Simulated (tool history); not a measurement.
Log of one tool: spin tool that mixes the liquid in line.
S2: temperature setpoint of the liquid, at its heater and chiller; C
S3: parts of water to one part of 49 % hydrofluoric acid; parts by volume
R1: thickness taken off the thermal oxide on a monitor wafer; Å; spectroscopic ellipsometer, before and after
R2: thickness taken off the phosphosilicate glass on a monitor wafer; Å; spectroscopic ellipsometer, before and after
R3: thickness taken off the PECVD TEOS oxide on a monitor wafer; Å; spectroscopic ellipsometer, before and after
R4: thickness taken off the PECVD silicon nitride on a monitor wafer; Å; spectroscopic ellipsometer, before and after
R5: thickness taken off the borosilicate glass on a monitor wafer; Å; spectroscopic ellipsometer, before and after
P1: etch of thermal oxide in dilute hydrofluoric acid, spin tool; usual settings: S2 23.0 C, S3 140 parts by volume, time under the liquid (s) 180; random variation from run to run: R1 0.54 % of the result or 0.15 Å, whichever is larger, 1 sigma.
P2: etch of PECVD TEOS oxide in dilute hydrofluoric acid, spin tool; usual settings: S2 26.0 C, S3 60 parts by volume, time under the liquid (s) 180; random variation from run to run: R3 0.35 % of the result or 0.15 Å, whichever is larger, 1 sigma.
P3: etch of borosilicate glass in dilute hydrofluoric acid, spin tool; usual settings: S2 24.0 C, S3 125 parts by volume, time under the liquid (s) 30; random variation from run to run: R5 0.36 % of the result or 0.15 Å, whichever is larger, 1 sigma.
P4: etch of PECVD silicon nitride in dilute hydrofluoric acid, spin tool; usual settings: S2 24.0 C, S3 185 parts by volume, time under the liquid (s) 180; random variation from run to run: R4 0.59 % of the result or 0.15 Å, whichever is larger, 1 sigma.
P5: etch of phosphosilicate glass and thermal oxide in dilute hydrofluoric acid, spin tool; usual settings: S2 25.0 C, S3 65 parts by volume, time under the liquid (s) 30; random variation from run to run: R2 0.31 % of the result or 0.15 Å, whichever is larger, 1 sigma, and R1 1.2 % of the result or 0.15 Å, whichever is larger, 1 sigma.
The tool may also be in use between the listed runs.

{"run": 1, "hour": 5.6, "process that ran": "P1", "S2": 23.0, "S3": 140, "time under the liquid (s)": 180, "R1": 57.888}
{"run": 2, "hour": 12.1, "process that ran": "P1", "S2": 23.0, "S3": 255, "time under the liquid (s)": 180, "R1": 28.286}
{"run": 3, "hour": 15.8, "process that ran": "P1", "S2": 23.0, "S3": 140, "time under the liquid (s)": 85, "R1": 27.033}
{"run": 4, "hour": 21.2, "process that ran": "P1", "S2": 31.5, "S3": 140, "time under the liquid (s)": 180, "R1": 78.941}
{"run": 5, "hour": 26.4, "process that ran": "P5", "S2": 25.0, "S3": 65, "time under the liquid (s)": 30, "R1": 22.964, "R2": 302.04}
{"run": 6, "hour": 29.9, "process that ran": "P1", "S2": 23.0, "S3": 140, "time under the liquid (s)": 325, "R1": 104.78}
{"run": 7, "hour": 33.2, "process that ran": "P1", "S2": 17.0, "S3": 140, "time under the liquid (s)": 110, "R1": 28.127}
{"run": 8, "hour": 36.8, "process that ran": "P1", "S2": 23.0, "S3": 45, "time under the liquid (s)": 180, "R1": 202.06}
{"run": 9, "hour": 41.6, "process that ran": "P1", "S2": 23.0, "S3": 140, "time under the liquid (s)": 180, "R1": 57.973}
{"run": 10, "hour": 46.9, "process that ran": "P2", "S2": 26.0, "S3": 25, "time under the liquid (s)": 180, "R3": 877.91}
{"run": 11, "hour": 52.0, "process that ran": "P4", "S2": 24.0, "S3": 185, "time under the liquid (s)": 180, "R4": 54.595}
{"hour": 53.4, "done": "hydrofluoric acid flow meter replaced"}
{"run": 12, "hour": 57.4, "process that ran": "P5", "S2": 30.5, "S3": 65, "time under the liquid (s)": 30, "R1": 28.187, "R2": 375.9}
{"run": 13, "hour": 60.8, "process that ran": "P5", "S2": 25.0, "S3": 65, "time under the liquid (s)": 50, "R1": 37.448, "R2": 504.4}
{"run": 14, "hour": 66.6, "process that ran": "P5", "S2": 25.0, "S3": 20, "time under the liquid (s)": 30, "R1": 76.618, "R2": 1039.0}
{"run": 15, "hour": 72.9, "process that ran": "P3", "S2": 17.0, "S3": 125, "time under the liquid (s)": 30, "R5": 63.94}
{"run": 16, "hour": 79.1, "process that ran": "P1", "S2": 23.0, "S3": 140, "time under the liquid (s)": 180, "R1": 57.588}
{"run": 17, "hour": 85.1, "process that ran": "P4", "S2": 24.0, "S3": 185, "time under the liquid (s)": 15, "R4": 4.8203}
{"run": 18, "hour": 90.8, "process that ran": "P4", "S2": 32.0, "S3": 185, "time under the liquid (s)": 180, "R4": 89.401}
{"run": 19, "hour": 96.3, "process that ran": "P3", "S2": 24.0, "S3": 125, "time under the liquid (s)": 30, "R5": 85.251}
{"run": 20, "hour": 99.6, "process that ran": "P1", "S2": 23.0, "S3": 140, "time under the liquid (s)": 180, "R1": 57.499}
{"run": 21, "hour": 105.9, "process that ran": "P2", "S2": 31.0, "S3": 60, "time under the liquid (s)": 180, "R3": 422.73}
{"run": 22, "hour": 111.3, "process that ran": "P1", "S2": 17.5, "S3": 140, "time under the liquid (s)": 180, "R1": 46.754}
{"run": 23, "hour": 116.7, "process that ran": "P3", "S2": 24.0, "S3": 195, "time under the liquid (s)": 30, "R5": 50.759}
{"run": 24, "hour": 119.9, "process that ran": "P4", "S2": 24.0, "S3": 100, "time under the liquid (s)": 180, "R4": 99.926}
{"run": 25, "hour": 125.6, "process that ran": "P3", "S2": 24.0, "S3": 125, "time under the liquid (s)": 15, "R5": 42.132}
{"run": 26, "hour": 130.2, "process that ran": "P2", "S2": 26.0, "S3": 60, "time under the liquid (s)": 180, "R3": 346.73}
{"run": 27, "hour": 136.0, "process that ran": "P3", "S2": 24.0, "S3": 125, "time under the liquid (s)": 30, "R5": 84.253}
{"run": 28, "hour": 142.4, "process that ran": "P4", "S2": 24.0, "S3": 185, "time under the liquid (s)": 180, "R4": 55.402}
{"run": 29, "hour": 147.5, "process that ran": "P1", "S2": 23.0, "S3": 140, "time under the liquid (s)": 180, "R1": 57.238}
{"run": 30, "hour": 152.6, "process that ran": "P2", "S2": 26.0, "S3": 60, "time under the liquid (s)": 310, "R3": 596.93}
{"run": 31, "hour": 156.1, "process that ran": "P1", "S2": 23.0, "S3": 140, "time under the liquid (s)": 180, "R1": 57.413}
{"run": 32, "hour": 162.5, "process that ran": "P1", "S2": 23.0, "S3": 140, "time under the liquid (s)": 180, "R1": 55.561}
{"run": 33, "hour": 165.7, "process that ran": "P1", "S2": 23.0, "S3": 140, "time under the liquid (s)": 180, "R1": 56.046}
{"run": 34, "hour": 170.0, "process that ran": "P1", "S2": 23.0, "S3": 140, "time under the liquid (s)": 180, "R1": 54.698}
{"run": 35, "hour": 173.9, "process that ran": "P1", "S2": 23.0, "S3": 140, "time under the liquid (s)": 180, "R1": 53.678}
{"run": 36, "hour": 178.2, "process that ran": "P1", "S2": 23.0, "S3": 140, "time under the liquid (s)": 180, "R1": 53.688}
{"run": 37, "hour": 184.0, "process that ran": "P1", "S2": 23.0, "S3": 140, "time under the liquid (s)": 180, "R1": 53.332}
{"run": 38, "hour": 189.8, "process that ran": "P1", "S2": 23.0, "S3": 140, "time under the liquid (s)": 180, "R1": 52.981}
{"run": 39, "hour": 196.3, "process that ran": "P1", "S2": 23.0, "S3": 140, "time under the liquid (s)": 180, "R1": 53.363}
{"run": 40, "hour": 202.8, "process that ran": "P1", "S2": 23.0, "S3": 140, "time under the liquid (s)": 180, "R1": 53.515}
{"run": 41, "hour": 206.0, "process that ran": "P1", "S2": 23.0, "S3": 140, "time under the liquid (s)": 180, "R1": 52.704}
{"run": 42, "hour": 212.5, "process that ran": "P1", "S2": 23.0, "S3": 140, "time under the liquid (s)": 180, "R1": 53.017}

What P1 gives has crept away from where it was. These 2 causes fit the log equally well, each at the size given:
A: liquid colder than its thermometer reads (K) = 2.13
B: hydrofluoric acid flow below the setpoint (%) = 6.92
The creep began at about hour 156.1.

4 check runs are offered, one wafer each, their results left as question marks. Which one tells the causes apart?
{"run": "check 1", "hour": 219.0, "process that ran": "P3", "S2": 17.0, "S3": 125, "time under the liquid (s)": 30, "R5": "?"}
{"run": "check 2", "hour": 219.0, "process that ran": "P4", "S2": 24.0, "S3": 185, "time under the liquid (s)": 105, "R4": "?"}
{"run": "check 3", "hour": 219.0, "process that ran": "P5", "S2": 28.5, "S3": 65, "time under the liquid (s)": 30, "R1": "?", "R2": "?"}
{"run": "check 4", "hour": 219.0, "process that ran": "P2", "S2": 29.5, "S3": 60, "time under the liquid (s)": 180, "R3": "?"}

What each check would give under each cause:
check=check_1 result=R5 if_A=58.632 if_B=59.133
check=check_2 result=R4 if_A=27.9120 if_B=29.8120
check=check_3 result=R1 if_A=24.165 if_B=24.300
check=check_3 result=R2 if_A=317.83 if_B=319.60
check=check_4 result=R3 if_A=367.61 if_B=369.65
How far apart the two closest causes lie, in the result that separates them most: check 1 0.85 %; check 2 6.58 %; check 3 0.56 %; check 4 0.55 %
Check 2 tells the causes apart: in the others they would give nearly the same result.

Check 2 was then run and gave: R4 28.0360 Å. Which cause is it?

It is A: liquid colder than its thermometer reads (K).

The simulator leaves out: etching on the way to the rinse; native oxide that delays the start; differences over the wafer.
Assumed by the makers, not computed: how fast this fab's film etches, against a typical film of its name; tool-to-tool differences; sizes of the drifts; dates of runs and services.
